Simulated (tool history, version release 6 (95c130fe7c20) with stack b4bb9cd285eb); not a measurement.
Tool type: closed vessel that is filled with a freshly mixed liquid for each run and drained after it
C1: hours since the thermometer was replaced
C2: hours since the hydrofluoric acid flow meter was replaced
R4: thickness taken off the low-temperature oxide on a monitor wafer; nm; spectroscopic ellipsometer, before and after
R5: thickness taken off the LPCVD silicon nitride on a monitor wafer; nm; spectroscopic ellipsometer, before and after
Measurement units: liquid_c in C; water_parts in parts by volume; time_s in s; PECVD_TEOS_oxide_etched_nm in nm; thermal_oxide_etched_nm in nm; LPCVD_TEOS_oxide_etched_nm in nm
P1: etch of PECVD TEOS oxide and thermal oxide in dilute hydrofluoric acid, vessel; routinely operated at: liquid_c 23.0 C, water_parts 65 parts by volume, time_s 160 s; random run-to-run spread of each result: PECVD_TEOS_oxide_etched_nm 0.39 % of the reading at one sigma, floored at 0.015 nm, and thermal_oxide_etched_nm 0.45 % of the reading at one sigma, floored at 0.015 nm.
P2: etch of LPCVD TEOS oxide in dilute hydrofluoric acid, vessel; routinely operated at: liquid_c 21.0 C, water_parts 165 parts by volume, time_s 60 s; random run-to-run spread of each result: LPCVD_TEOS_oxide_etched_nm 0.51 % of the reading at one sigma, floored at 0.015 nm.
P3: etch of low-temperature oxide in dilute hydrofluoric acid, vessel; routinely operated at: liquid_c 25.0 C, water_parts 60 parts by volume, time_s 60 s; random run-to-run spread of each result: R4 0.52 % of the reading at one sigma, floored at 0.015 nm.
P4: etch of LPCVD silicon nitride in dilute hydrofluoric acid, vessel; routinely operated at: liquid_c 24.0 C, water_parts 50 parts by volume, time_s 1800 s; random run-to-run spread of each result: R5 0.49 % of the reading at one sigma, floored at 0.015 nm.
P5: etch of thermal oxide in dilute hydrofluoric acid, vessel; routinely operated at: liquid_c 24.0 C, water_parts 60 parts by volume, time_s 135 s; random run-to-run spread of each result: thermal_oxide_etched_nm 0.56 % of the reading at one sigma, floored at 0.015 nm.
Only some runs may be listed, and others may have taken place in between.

run 1 hour=16.7 | process=P1 liquid_c=23.0 water_parts=65 time_s=160 | C1=195.8 C2=1141.5 | PECVD_TEOS_oxide_etched_nm=34.7590 thermal_oxide_etched_nm=11.8030
run 2 hour=24.8 | process=P2 liquid_c=21.0 water_parts=35 time_s=60 | C1=203.9 C2=1149.6 | LPCVD_TEOS_oxide_etched_nm=72.087
run 3 hour=33.7 | process=P1 liquid_c=23.0 water_parts=65 time_s=160 | C1=212.8 C2=1158.5 | PECVD_TEOS_oxide_etched_nm=34.9180 thermal_oxide_etched_nm=11.7370
run 4 hour=44.9 | process=P5 liquid_c=24.0 water_parts=60 time_s=30 | C1=224.0 C2=1169.7 | thermal_oxide_etched_nm=2.5367
run 5 hour=59.3 | process=P3 liquid_c=25.0 water_parts=105 time_s=60 | C1=238.4 C2=1184.1 | R4=8.7347
run 6 hour=75.6 | process=P1 liquid_c=23.0 water_parts=65 time_s=235 | C1=254.7 C2=1200.4 | PECVD_TEOS_oxide_etched_nm=51.0180 thermal_oxide_etched_nm=17.2820
run 7 hour=88.2 | process=P2 liquid_c=17.0 water_parts=165 time_s=60 | C1=267.3 C2=1213.0 | LPCVD_TEOS_oxide_etched_nm=11.279
run 8 hour=103.7 | process=P4 liquid_c=24.0 water_parts=20 time_s=1800 | C1=282.8 C2=1228.5 | R5=41.4770
run 9 hour=116.8 | process=P4 liquid_c=24.0 water_parts=50 time_s=845 | C1=295.9 C2=1241.6 | R5=7.9696
run 10 hour=128.0 | process=P4 liquid_c=31.5 water_parts=50 time_s=1800 | C1=307.1 C2=1252.8 | R5=28.0040
run 11 hour=140.6 | process=P4 liquid_c=24.0 water_parts=50 time_s=1800 | C1=319.7 C2=1265.4 | R5=17.2460
run 12 hour=151.1 | process=P1 liquid_c=17.0 water_parts=65 time_s=160 | C1=330.2 C2=1275.9 | PECVD_TEOS_oxide_etched_nm=26.8570 thermal_oxide_etched_nm=9.0929
run 13 hour=160.4 | process=P3 liquid_c=25.0 water_parts=60 time_s=30 | C1=339.5 C2=1285.2 | R4=8.1704
run 14 hour=169.8 | process=P1 liquid_c=23.0 water_parts=20 time_s=250 | C1=348.9 C2=1294.6 | PECVD_TEOS_oxide_etched_nm=187.0200 thermal_oxide_etched_nm=62.8930
run 15 hour=187.4 | process=P1 liquid_c=23.0 water_parts=65 time_s=160 | C1=366.5 C2=1312.2 | PECVD_TEOS_oxide_etched_nm=34.8340 thermal_oxide_etched_nm=11.7710
run 16 hour=198.7 | process=P5 liquid_c=24.0 water_parts=100 time_s=135 | C1=377.8 C2=1323.5 | thermal_oxide_etched_nm=6.4901
run 17 hour=206.8 | process=P3 liquid_c=20.5 water_parts=60 time_s=60 | C1=385.9 C2=1331.6 | R4=13.5790
run 18 hour=221.2 | process=P5 liquid_c=24.0 water_parts=60 time_s=135 | C1=400.3 C2=1346.0 | thermal_oxide_etched_nm=11.3440
run 19 hour=229.3 | process=P2 liquid_c=21.0 water_parts=165 time_s=60 | C1=408.4 C2=1354.1 | LPCVD_TEOS_oxide_etched_nm=13.187
run 20 hour=243.7 | process=P5 liquid_c=31.5 water_parts=60 time_s=135 | C1=422.8 C2=1368.5 | thermal_oxide_etched_nm=15.4450
run 21 hour=252.8 | process=P1 liquid_c=29.0 water_parts=30 time_s=160 | C1=431.9 C2=1377.6 | PECVD_TEOS_oxide_etched_nm=100.7400 thermal_oxide_etched_nm=34.0150
run 22 hour=267.4 | process=P1 liquid_c=23.0 water_parts=65 time_s=30 | C1=446.5 C2=1392.2 | PECVD_TEOS_oxide_etched_nm=6.5016 thermal_oxide_etched_nm=2.1803
run 23 hour=279.4 | process=P2 liquid_c=21.0 water_parts=165 time_s=90 | C1=458.5 C2=1404.2 | LPCVD_TEOS_oxide_etched_nm=19.931

For run 24, what comes out?
run 24 hour=294.4 | process=P1 liquid_c=23.0 water_parts=115 time_s=160 | C1=473.5 C2=1419.2 | PECVD_TEOS_oxide_etched_nm=? thermal_oxide_etched_nm=?

{"run 24": {"PECVD_TEOS_oxide_etched_nm": 18.528, "thermal_oxide_etched_nm": 6.2309}}
